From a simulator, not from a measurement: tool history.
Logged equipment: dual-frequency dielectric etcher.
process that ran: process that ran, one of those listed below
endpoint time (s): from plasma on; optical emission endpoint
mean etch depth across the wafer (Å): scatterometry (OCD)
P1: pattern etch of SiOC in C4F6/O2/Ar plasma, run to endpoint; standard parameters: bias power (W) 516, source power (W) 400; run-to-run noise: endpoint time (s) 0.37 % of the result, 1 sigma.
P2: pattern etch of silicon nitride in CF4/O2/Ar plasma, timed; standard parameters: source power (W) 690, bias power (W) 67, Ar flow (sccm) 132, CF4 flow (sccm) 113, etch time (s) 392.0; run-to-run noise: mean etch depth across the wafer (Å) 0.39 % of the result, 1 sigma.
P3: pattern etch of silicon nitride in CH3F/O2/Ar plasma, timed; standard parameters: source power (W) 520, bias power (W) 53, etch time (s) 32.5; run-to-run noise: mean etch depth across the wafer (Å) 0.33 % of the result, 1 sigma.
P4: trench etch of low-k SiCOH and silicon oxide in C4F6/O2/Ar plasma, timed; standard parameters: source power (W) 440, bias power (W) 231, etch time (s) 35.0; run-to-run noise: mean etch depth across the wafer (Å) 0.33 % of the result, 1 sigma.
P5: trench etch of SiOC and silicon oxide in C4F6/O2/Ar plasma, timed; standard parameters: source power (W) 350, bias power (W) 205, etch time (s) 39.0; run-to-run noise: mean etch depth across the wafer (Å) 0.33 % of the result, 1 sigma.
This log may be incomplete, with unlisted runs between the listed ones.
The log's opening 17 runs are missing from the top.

run,hour,process that ran,bias power (W),source power (W),Ar flow (sccm),CF4 flow (sccm),etch time (s),endpoint time (s),mean etch depth across the wafer (Å)
18,244.0,P5,205,210,,,39.0,,622.15
19,256.6,P2,88,690,132,113,392.0,,12267.00
20,274.8,P3,53,520,,,43.0,,310.09
21,289.3,P1,516,400,,,,10.7340,
22,306.3,P1,677,500,,,,8.8327,
23,315.2,P5,205,350,,,57.5,,1108.20
24,328.1,P5,274,350,,,39.0,,831.09
25,338.0,P2,67,690,132,113,392.0,,10951.00
26,357.1,P4,310,440,,,35.0,,1485.60
27,376.1,P2,67,510,132,113,392.0,,8538.20
28,392.1,P1,420,490,,,,10.6480,
29,410.6,P5,205,350,,,39.0,,756.00
30,429.2,P3,33,520,,,32.5,,205.87
31,446.8,P4,231,440,,,35.0,,1342.80
32,458.8,P1,516,400,,,,10.7850,
33,467.9,P1,516,400,,,,10.7140,
34,483.3,P1,516,400,,,,10.8050,
35,499.3,P1,516,400,,,,10.7430,
# hour 517.6: wet clean of the chamber
36,518.6,P1,516,400,,,,10.8840,
37,531.6,P1,516,400,,,,10.8410,

What does the tool deliver on the next run?
38,548.8,P1,516,400,,,,?,

endpoint time (s): 10.8380

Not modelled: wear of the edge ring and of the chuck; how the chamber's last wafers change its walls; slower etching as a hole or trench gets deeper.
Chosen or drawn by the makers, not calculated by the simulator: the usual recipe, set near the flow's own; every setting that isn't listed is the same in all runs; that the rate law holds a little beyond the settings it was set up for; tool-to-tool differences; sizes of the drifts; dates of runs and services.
